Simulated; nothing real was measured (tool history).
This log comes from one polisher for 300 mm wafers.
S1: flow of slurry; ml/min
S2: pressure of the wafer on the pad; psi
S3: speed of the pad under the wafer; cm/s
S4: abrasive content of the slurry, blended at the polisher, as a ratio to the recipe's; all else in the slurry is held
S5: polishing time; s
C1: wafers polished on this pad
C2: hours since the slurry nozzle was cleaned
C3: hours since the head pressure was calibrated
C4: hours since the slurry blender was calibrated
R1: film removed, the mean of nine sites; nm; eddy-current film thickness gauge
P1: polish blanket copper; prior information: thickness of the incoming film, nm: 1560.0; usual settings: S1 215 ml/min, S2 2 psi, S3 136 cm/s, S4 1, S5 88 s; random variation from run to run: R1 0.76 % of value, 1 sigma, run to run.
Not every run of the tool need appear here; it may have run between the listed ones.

run 1 hour=9.6 | S1=215 S2=2 S3=136 S4=1 S5=88 | C1=419 C2=168.1 C3=168.9 C4=237.1 | R1=292.37
run 2 hour=19.7 | S1=215 S2=2 S3=136 S4=1 S5=88 | C1=501 C2=178.2 C3=179 C4=247.2 | R1=289.3
run 3 hour=33.9 | S1=155 S2=2.8 S3=136 S4=1 S5=88 | C1=617 C2=192.4 C3=193.2 C4=261.4 | R1=383.34
run 4 hour=49.4 | S1=215 S2=2 S3=136 S4=0.6 S5=40 | C1=742 C2=207.9 C3=208.7 C4=276.9 | R1=117.45
run 5 hour=64.1 | S1=215 S2=2 S3=136 S4=1 S5=88 | C1=862 C2=222.6 C3=223.4 C4=291.6 | R1=288.22
run 6 hour=73.7 | S1=330 S2=2 S3=136 S4=1 S5=88 | C1=940 C2=232.2 C3=233 C4=301.2 | R1=298.2
run 7 hour=81.1 | S1=215 S2=2 S3=204 S4=1 S5=88 | C1=1000 C2=239.6 C3=240.4 C4=308.6 | R1=427.72
run 8 hour=95.7 | S1=215 S2=0.9 S3=136 S4=1 S5=88 | C1=1119 C2=254.2 C3=255 C4=323.2 | R1=128.39
run 9 hour=102.8 | S1=215 S2=2 S3=136 S4=1 S5=88 | C1=1176 C2=261.3 C3=262.1 C4=330.3 | R1=282.41
run 10 hour=117.7 | S1=215 S2=2 S3=136 S4=1 S5=88 | C1=1297 C2=276.2 C3=277 C4=345.2 | R1=285.87
run 11 hour=130.5 | S1=130 S2=2 S3=136 S4=1 S5=88 | C1=1401 C2=289 C3=289.8 C4=358 | R1=265.09
run 12 hour=141.9 | S1=215 S2=2 S3=78 S4=1 S5=88 | C1=1494 C2=300.4 C3=301.2 C4=369.4 | R1=167.88
run 13 hour=154.4 | S1=215 S2=2 S3=136 S4=0.75 S5=88 | C1=1595 C2=312.9 C3=313.7 C4=381.9 | R1=269.62
run 14 hour=165.8 | S1=215 S2=2 S3=136 S4=1 S5=88 | C1=1688 C2=324.3 C3=325.1 C4=393.3 | R1=283.71
run 15 hour=179.3 | S1=215 S2=2 S3=136 S4=1 S5=88 | C1=1798 C2=337.8 C3=338.6 C4=406.8 | R1=284.46
run 16 hour=195 | S1=215 S2=2.7 S3=136 S4=1 S5=88 | C1=1925 C2=353.5 C3=354.3 C4=422.5 | R1=383.19
run 17 hour=203 | S1=215 S2=2 S3=136 S4=1 S5=137 | C1=1990 C2=361.5 C3=362.3 C4=430.5 | R1=450.46
run 18 hour=210.7 | S1=215 S2=2 S3=136 S4=1 S5=54 | C1=2053 C2=369.2 C3=370 C4=438.2 | R1=176.56
run 19 hour=218.5 | S1=215 S2=1 S3=136 S4=1.2 S5=88 | C1=2116 C2=377 C3=377.8 C4=446 | R1=147.48
run 20 hour=226.7 | S1=215 S2=2 S3=136 S4=1.45 S5=88 | C1=2183 C2=385.2 C3=386 C4=454.2 | R1=310.72
run 21 hour=241.3 | S1=215 S2=2 S3=136 S4=1 S5=88 | C1=2301 C2=399.8 C3=400.6 C4=468.8 | R1=286.37
run 22 hour=253 | S1=215 S2=2 S3=136 S4=1 S5=88 | C1=2396 C2=411.5 C3=412.3 C4=480.5 | R1=278.91
run 23 hour=262.4 | S1=215 S2=2 S3=136 S4=1 S5=88 | C1=2473 C2=420.9 C3=421.7 C4=489.9 | R1=276.41
run 24 hour=273.8 | S1=215 S2=2 S3=136 S4=1 S5=88 | C1=2565 C2=432.3 C3=433.1 C4=501.3 | R1=268.44
-- hour=279.2 head pressure recalibrated
-- hour=279.3 slurry blender recalibrated
run 25 hour=286.3 | S1=215 S2=2 S3=136 S4=1 S5=88 | C1=2667 C2=444.8 C3=7.1 C4=7 | R1=267.56
run 26 hour=293.7 | S1=215 S2=2 S3=136 S4=1 S5=88 | C1=2727 C2=452.2 C3=14.5 C4=14.4 | R1=269.97
run 27 hour=304.1 | S1=215 S2=2 S3=136 S4=1 S5=88 | C1=2811 C2=462.6 C3=24.9 C4=24.8 | R1=270.05

P1 has crept away from where it was. The log is fitted equally well by each of these 2 causes, at the sizes shown:
A: removal rate lost through wear of the pad, % = 5.83
B: slurry flow missing at the pad, % = 33.1
Onset of the creep was near hour 241.3.
All other causes, with the reason each is excluded:
head's pressure below its setpoint, %: serviced at hour 279.2, after the change had begun; the process did not return to its earlier output
abrasive missing from the slurry, %: serviced at hour 279.3, after the change had begun; the process did not return to its earlier output

4 check runs are offered, each on 3 wafers whose results are averaged, their results left as question marks. Which one tells the causes apart?
run check 1 hour=314.5 | S1=130 S2=2 S3=194 S4=1 S5=88 | R1=?
run check 2 hour=314.5 | S1=215 S2=2 S3=136 S4=1.4 S5=88 | R1=?
run check 3 hour=314.5 | S1=215 S2=2 S3=94 S4=1 S5=88 | R1=?
run check 4 hour=314.5 | S1=215 S2=1.3 S3=136 S4=1 S5=88 | R1=?

Expected result of each check under each candidate cause:
check=check_1 result=R1 if_A=355.16 if_B=342.89
check=check_2 result=R1 if_A=290.06 if_B=290.02
check=check_3 result=R1 if_A=186.27 if_B=186.25
check=check_4 result=R1 if_A=175.17 if_B=175.15
Distance between the nearest two causes, measured in the result of the check that separates them most: check 1 3.52 %; check 2 0.01 %; check 3 0.01 %; check 4 0.01 %
The causes can be told apart only by check 1. The other checks would give nearly the same results under each of them.

Check 1 was then run and gave: R1 345.23 nm. Which cause is it?

It is B: slurry flow missing at the pad, %.
